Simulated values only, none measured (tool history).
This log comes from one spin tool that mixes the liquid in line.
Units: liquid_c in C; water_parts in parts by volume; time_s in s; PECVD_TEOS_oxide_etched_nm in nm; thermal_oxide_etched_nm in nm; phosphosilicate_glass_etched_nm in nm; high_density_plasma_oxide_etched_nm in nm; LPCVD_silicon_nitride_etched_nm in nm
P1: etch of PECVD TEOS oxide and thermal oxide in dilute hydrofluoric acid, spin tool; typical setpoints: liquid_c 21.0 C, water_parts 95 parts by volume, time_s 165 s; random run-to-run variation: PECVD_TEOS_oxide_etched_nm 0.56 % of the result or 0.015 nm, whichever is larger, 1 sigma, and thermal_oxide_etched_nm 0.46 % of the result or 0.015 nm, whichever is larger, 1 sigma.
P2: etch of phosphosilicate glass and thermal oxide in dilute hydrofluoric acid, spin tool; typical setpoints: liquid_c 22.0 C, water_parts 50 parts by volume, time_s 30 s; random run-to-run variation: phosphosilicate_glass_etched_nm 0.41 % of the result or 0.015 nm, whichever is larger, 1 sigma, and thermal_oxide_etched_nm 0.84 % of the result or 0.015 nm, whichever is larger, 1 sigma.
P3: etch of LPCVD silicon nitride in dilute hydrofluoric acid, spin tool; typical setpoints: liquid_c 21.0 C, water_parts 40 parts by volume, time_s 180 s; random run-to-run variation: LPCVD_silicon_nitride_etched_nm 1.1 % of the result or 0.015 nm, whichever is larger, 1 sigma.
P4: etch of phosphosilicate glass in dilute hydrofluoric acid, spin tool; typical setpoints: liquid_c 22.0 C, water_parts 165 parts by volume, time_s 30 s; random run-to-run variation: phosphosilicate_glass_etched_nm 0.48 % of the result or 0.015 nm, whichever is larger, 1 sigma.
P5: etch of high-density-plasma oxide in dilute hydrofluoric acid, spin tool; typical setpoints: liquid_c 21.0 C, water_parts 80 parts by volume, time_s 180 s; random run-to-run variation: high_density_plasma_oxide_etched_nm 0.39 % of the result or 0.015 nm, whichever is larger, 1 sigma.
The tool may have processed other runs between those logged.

| run | hour | process | liquid_c | water_parts | time_s | hours since the thermometer was replaced | hours since the hydrofluoric acid flow meter was replaced | PECVD_TEOS_oxide_etched_nm | thermal_oxide_etched_nm | phosphosilicate_glass_etched_nm | high_density_plasma_oxide_etched_nm | LPCVD_silicon_nitride_etched_nm |
|---|---|---|---|---|---|---|---|---|---|---|---|---|
| 1 | 8.7 | P1 | 21.0 | 95 | 165 | 366.4 | 1193.1 | 26.8470 | 6.9620 |  |  |  |
| 2 | 21.5 | P4 | 22.0 | 85 | 30 | 379.2 | 1205.9 |  |  | 32.778 |  |  |
| 3 | 33.0 | P5 | 21.0 | 80 | 300 | 390.7 | 1217.4 |  |  |  | 18.522 |  |
| 4 | 44.2 | P1 | 27.0 | 95 | 165 | 401.9 | 1228.6 | 34.2220 | 8.8022 |  |  |  |
| 5 | 59.4 | P3 | 21.0 | 70 | 180 | 417.1 | 1243.8 |  |  |  |  | 1.1154 |
| 6 | 74.4 | P1 | 21.0 | 95 | 165 | 432.1 | 1258.8 | 27.0490 | 6.9344 |  |  |  |
| 7 | 85.6 | P5 | 21.0 | 20 | 180 | 443.3 | 1270.0 |  |  |  | 47.790 |  |
| 8 | 98.7 | P1 | 21.0 | 95 | 25 | 456.4 | 1283.1 | 4.1063 | 1.0252 |  |  |  |
| 9 | 107.8 | P1 | 21.0 | 95 | 320 | 465.5 | 1292.2 | 51.6570 | 13.3520 |  |  |  |
| 10 | 122.3 | P1 | 17.0 | 95 | 165 | 480.0 | 1306.7 | 22.7770 | 5.8791 |  |  |  |
| 11 | 134.3 | P1 | 21.0 | 140 | 300 | 492.0 | 1318.7 | 31.5390 | 8.2000 |  |  |  |
| 12 | 147.2 | P3 | 17.0 | 40 | 180 | 504.9 | 1331.6 |  |  |  |  | 1.4451 |
| 13 | 157.2 | P1 | 21.0 | 30 | 85 | 514.9 | 1341.6 | 47.2520 | 12.1990 |  |  |  |
| 14 | 166.3 | P5 | 21.0 | 80 | 180 | 524.0 | 1350.7 |  |  |  | 11.158 |  |
| 15 | 182.3 | P1 | 21.0 | 95 | 165 | 540.0 | 1366.7 | 26.9640 | 6.9441 |  |  |  |
| 16 | 198.7 | P4 | 22.0 | 165 | 60 | 556.4 | 1383.1 |  |  | 30.568 |  |  |
| 17 | 216.2 | P1 | 21.0 | 95 | 165 | 573.9 | 1400.6 | 26.7880 | 6.8705 |  |  |  |
| 18 | 235.2 | P1 | 24.5 | 95 | 315 | 592.9 | 1419.6 | 58.9350 | 15.2880 |  |  |  |
| 19 | 245.3 | P3 | 21.0 | 40 | 260 | 603.0 | 1429.7 |  |  |  |  | 2.7609 |
| 20 | 259.5 | P2 | 22.0 | 50 | 30 | 617.2 | 1443.9 |  | 2.7031 | 42.233 |  |  |
| 21 | 273.6 | P2 | 22.0 | 20 | 30 | 631.3 | 1458.0 |  | 6.9360 | 109.670 |  |  |
| 22 | 292.1 | P1 | 21.0 | 30 | 165 | 649.8 | 1476.5 | 91.9730 | 23.5640 |  |  |  |
| 23 | 303.7 | P3 | 21.0 | 40 | 180 | 661.4 | 1488.1 |  |  |  |  | 1.9360 |
| 24 | 312.5 | P2 | 22.0 | 50 | 30 | 670.2 | 1496.9 |  | 2.7750 | 42.009 |  |  |
| 25 | 321.6 | P2 | 22.0 | 50 | 15 | 679.3 | 1506.0 |  | 1.4103 | 21.066 |  |  |
| 26 | 339.0 | P4 | 29.0 | 165 | 30 | 696.7 | 1523.4 |  |  | 20.053 |  |  |
| 27 | 355.9 | P5 | 28.5 | 80 | 180 | 713.6 | 1540.3 |  |  |  | 15.160 |  |
| 28 | 365.8 | P4 | 22.0 | 165 | 30 | 723.5 | 1550.2 |  |  | 15.447 |  |  |
| 29 | 382.1 | P3 | 21.0 | 40 | 180 | 739.8 | 1566.5 |  |  |  |  | 1.9219 |
| 30 | 395.0 | P1 | 21.0 | 95 | 165 | 752.7 | 1579.4 | 26.8370 | 6.9485 |  |  |  |
|  | 396.2 | thermometer replaced |
| 31 | 410.7 | P1 | 21.0 | 95 | 165 | 14.5 | 1595.1 | 26.6230 | 6.9119 |  |  |  |
| 32 | 423.1 | P2 | 30.0 | 50 | 30 | 26.9 | 1607.5 |  | 3.7987 | 58.933 |  |  |
| 33 | 440.7 | P1 | 21.0 | 175 | 165 | 44.5 | 1625.1 | 13.3190 | 3.4298 |  |  |  |
| 34 | 453.3 | P1 | 21.0 | 95 | 165 | 57.1 | 1637.7 | 26.8260 | 6.9649 |  |  |  |
| 35 | 470.3 | P1 | 21.0 | 95 | 165 | 74.1 | 1654.7 | 28.4170 | 7.2518 |  |  |  |
| 36 | 479.7 | P1 | 21.0 | 95 | 165 | 83.5 | 1664.1 | 28.5650 | 7.3914 |  |  |  |
| 37 | 488.9 | P1 | 21.0 | 95 | 165 | 92.7 | 1673.3 | 28.8770 | 7.3958 |  |  |  |
| 38 | 498.8 | P1 | 21.0 | 95 | 165 | 102.6 | 1683.2 | 29.1690 | 7.4493 |  |  |  |
| 39 | 513.0 | P1 | 21.0 | 95 | 165 | 116.8 | 1697.4 | 29.3550 | 7.5344 |  |  |  |
| 40 | 528.1 | P1 | 21.0 | 95 | 165 | 131.9 | 1712.5 | 29.2650 | 7.4653 |  |  |  |

The log shows P1 creeping away from where it was. Any of the 2 causes listed here, at the size stated for it, fits the log just as well as the others:
A: hydrofluoric acid flow above the setpoint (%) = 7.81
B: liquid hotter than its thermometer reads (K) = 2.06
The drift started at roughly hour 453.3.

The list below offers 4 check runs, each averaging the results of 2 wafers, and shows each result as a question mark. For which of them would the listed causes give clearly different results?
| check 1 | 543.2 | P4 | 22.0 | 95 | 55 |  |  |  |  | ? |  |  |
| check 2 | 543.2 | P2 | 28.5 | 20 | 30 |  |  |  | ? | ? |  |  |
| check 3 | 543.2 | P3 | 21.0 | 40 | 245 |  |  |  |  |  |  | ? |
| check 4 | 543.2 | P5 | 24.0 | 80 | 180 |  |  |  |  |  | ? |  |

What each check would give under each cause:
| check | result | if A | if B |
|---|---|---|---|
| check 1 | phosphosilicate_glass_etched_nm | 57.586 | 57.544 |
| check 2 | thermal_oxide_etched_nm | 10.0510 | 10.1120 |
| check 2 | phosphosilicate_glass_etched_nm | 155.930 | 156.890 |
| check 3 | LPCVD_silicon_nitride_etched_nm | 2.8100 | 3.0097 |
| check 4 | high_density_plasma_oxide_etched_nm | 13.693 | 13.686 |
Distance between the nearest two causes, measured in the result of the check that separates them most: check 1 0.07 %; check 2 0.61 %; check 3 6.87 %; check 4 0.05 %
Of the check runs offered, only check 3 discriminates between the causes; the rest would read about the same regardless of which cause applies.

Check 3 was carried out, with these results: LPCVD_silicon_nitride_etched_nm 2.7918 nm. Which of the listed causes is responsible?

It was cause A: hydrofluoric acid flow above the setpoint (%).
